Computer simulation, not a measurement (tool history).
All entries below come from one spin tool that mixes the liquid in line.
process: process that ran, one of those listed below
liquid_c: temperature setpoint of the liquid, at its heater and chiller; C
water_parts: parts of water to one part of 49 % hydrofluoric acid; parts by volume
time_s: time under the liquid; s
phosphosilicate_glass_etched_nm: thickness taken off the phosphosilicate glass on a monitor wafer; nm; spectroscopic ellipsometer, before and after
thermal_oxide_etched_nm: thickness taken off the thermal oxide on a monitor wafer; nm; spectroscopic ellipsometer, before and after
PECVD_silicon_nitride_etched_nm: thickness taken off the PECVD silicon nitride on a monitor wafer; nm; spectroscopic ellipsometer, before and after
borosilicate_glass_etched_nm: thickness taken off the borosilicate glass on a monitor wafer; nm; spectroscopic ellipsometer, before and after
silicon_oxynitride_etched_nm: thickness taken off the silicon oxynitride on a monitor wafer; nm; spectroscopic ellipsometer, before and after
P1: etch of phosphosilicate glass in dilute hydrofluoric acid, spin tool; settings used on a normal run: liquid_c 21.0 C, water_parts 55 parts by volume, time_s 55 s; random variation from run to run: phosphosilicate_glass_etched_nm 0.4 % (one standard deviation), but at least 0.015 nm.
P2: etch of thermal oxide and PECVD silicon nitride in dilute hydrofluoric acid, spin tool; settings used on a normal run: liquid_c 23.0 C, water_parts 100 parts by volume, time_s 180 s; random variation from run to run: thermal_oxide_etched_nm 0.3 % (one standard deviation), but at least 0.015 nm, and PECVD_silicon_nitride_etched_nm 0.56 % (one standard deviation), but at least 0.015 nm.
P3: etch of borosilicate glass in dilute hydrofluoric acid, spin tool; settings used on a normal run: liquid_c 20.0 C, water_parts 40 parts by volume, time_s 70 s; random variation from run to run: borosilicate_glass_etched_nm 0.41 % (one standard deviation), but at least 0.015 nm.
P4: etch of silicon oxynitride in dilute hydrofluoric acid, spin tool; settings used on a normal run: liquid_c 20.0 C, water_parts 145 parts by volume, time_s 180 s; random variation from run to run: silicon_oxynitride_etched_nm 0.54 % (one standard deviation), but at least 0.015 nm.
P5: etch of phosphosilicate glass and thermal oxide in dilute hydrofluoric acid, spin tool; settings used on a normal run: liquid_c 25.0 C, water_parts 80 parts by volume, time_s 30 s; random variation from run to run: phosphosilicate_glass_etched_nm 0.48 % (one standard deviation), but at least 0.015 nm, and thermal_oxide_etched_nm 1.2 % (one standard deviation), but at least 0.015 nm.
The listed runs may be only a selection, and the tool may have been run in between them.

run     day  process  liquid_c  water_parts  time_s  hours since the thermometer was replaced  hours since the hydrofluoric acid flow meter was replaced  phosphosilicate_glass_etched_nm  thermal_oxide_etched_nm  PECVD_silicon_nitride_etched_nm  borosilicate_glass_etched_nm  silicon_oxynitride_etched_nm
  1   0.550       P1      21.0           55      55                                     293.3                                                      592.9                           56.867
  2   0.875       P2      30.0          100     180                                     301.1                                                      600.7                                                   10.6980                           7.3303
  3   1.279       P3      17.0           40      70                                     310.8                                                      610.4                                                                                                                   44.621
  4   1.746       P2      23.0          100     180                                     322.0                                                      621.6                                                    8.1786                           4.6902
  5   2.179       P1      26.0           55      30                                     332.4                                                      632.0                           37.909
  6   2.596       P4      20.0          145     275                                     342.4                                                      642.0                                                                                                                                                 6.7514
  7   3.008       P1      21.0           90      55                                     352.3                                                      651.9                           33.126
  8   3.458       P4      20.0          145     180                                     363.1                                                      662.7                                                                                                                                                 4.4081
  9   3.975       P1      21.0           55      55                                     375.5                                                      675.1                           56.532
 10   4.529       P5      25.0           80      30                                     388.8                                                      688.4                           32.477                   1.9381
 11   4.862       P5      33.0           80      30                                     396.8                                                      696.4                           44.109                   2.5927
 12   5.367       P1      21.0           55     100                                     408.9                                                      708.5                          103.660
 13   6.062       P1      21.0           55      55                                     425.6                                                      725.2                           56.998
 14   6.733       P1      17.0          100      55                                     441.7                                                      741.3                           25.079
 15   7.262       P1      21.0           55      55                                     454.4                                                      754.0                           56.958
 16   7.696       P2      23.0          100     315                                     464.8                                                      764.4                                                   14.2100                           8.0732
 17   8.412       P3      20.0           20      70                                     482.0                                                      781.6                                                                                                                  104.380
 18   8.988       P2      23.0          100     180                                     495.8                                                      795.4                                                    8.1331                           4.6648
 19   9.371       P3      20.0           40      30                                     505.0                                                      804.6                                                                                                                   21.611
 20   9.762       P5      25.0           80      50                                     514.4                                                      814.0                           54.577                   3.2179
 21  10.204       P1      21.0           55      55                                     525.0                                                      824.6                           57.002
 22  10.662       P1      21.0           55      55                                     536.0                                                      835.6                           57.191
 23  11.146       P1      21.0           55      55                                     547.6                                                      847.2                           57.222
 24  11.508       P1      21.0           55      20                                     556.3                                                      855.9                           20.821
 25  12.175       P4      27.5          145     180                                     572.3                                                      871.9                                                                                                                                                 6.2249
 26  12.600       P2      23.0           50     180                                     582.5                                                      882.1                                                   17.2640                           9.2384
 27  13.096       P1      21.0           20      55                                     594.4                                                      894.0                          165.190
 28  13.500       P1      17.0           55      55                                     604.1                                                      903.7                           47.951
 29  14.108       P4      20.0          145     180                                     618.7                                                      918.3                                                                                                                                                 4.4571
 30  14.629       P3      20.0           40      70                                     631.2                                                      930.8                                                                                                                   50.885
 31  15.271       P5      25.0           20      30                                     646.6                                                      946.2                          140.280                   8.4668
 32  15.938       P1      28.0           55      55                                     662.6                                                      962.2                           76.020
 33  16.467       P4      20.0           30     180                                     675.3                                                      974.9                                                                                                                                                22.9310
 34  17.000       P1      21.0           55      55                                     688.1                                                      987.7                           57.081
 35  17.504       P1      21.0           55      55                                     700.2                                                      999.8                           55.300
 36  17.954       P1      21.0           55      55                                     711.0                                                     1010.6                           54.443
 37  18.475       P1      21.0           55      55                                     723.5                                                     1023.1                           54.617
 38  18.817       P1      21.0           55      55                                     731.7                                                     1031.3                           54.178
 39  19.375       P1      21.0           55      55                                     745.1                                                     1044.7                           54.112
 40  19.808       P1      21.0           55      55                                     755.5                                                     1055.1                           53.466
 41  20.142       P1      21.0           55      55                                     763.5                                                     1063.1                           53.529
 42  20.617       P1      21.0           55      55                                     774.9                                                     1074.5                           53.277
 43  21.246       P1      21.0           55      55                                     790.0                                                     1089.6                           53.510

What P1 gives has crept off from where it sat before. The 2 causes that follow fit the log equally well, each at the size noted:
A: hydrofluoric acid flow below the setpoint (%) = 5.8
B: liquid colder than its thermometer reads (K) = 1.52
The gradual shift began around day 17.000.

Consider the 4 check runs below, whose results appear as question marks and each of which averages 2 wafers. Which one distinguishes the causes, in that each cause would give it a clearly different result?
check 1  21.875       P2      23.0          100     180                                                                                                                                                              ?                                ?
check 2  21.875       P4      20.0          145     180                                                                                                                                                                                                                                                           ?
check 3  21.875       P5      25.0           80      30                                                                                                                                     ?                        ?
check 4  21.875       P3      20.0           40      70                                                                                                                                                                                                                             ?

Check results expected under each cause:
  check                           result    if A    if B
check 1          thermal_oxide_etched_nm  7.6246  7.6701
check 1  PECVD_silicon_nitride_etched_nm  4.3949  4.2109
check 2     silicon_oxynitride_etched_nm  4.1427  4.1130
check 3  phosphosilicate_glass_etched_nm  30.505  30.663
check 3          thermal_oxide_etched_nm  1.8141  1.8235
check 4     borosilicate_glass_etched_nm  47.698  47.567
Smallest distance between any two causes, each pair judged by its most separating result, in per cent: check 1 4.28 %; check 2 0.72 %; check 3 0.52 %; check 4 0.27 %
Only check 1 tells the causes apart: in the others they would give nearly the same result.

Check 1 was then run and gave: thermal_oxide_etched_nm 7.7118 nm; PECVD_silicon_nitride_etched_nm 4.1839 nm. Which cause is it?

Of the candidate causes, it is B: liquid colder than its thermometer reads (K).
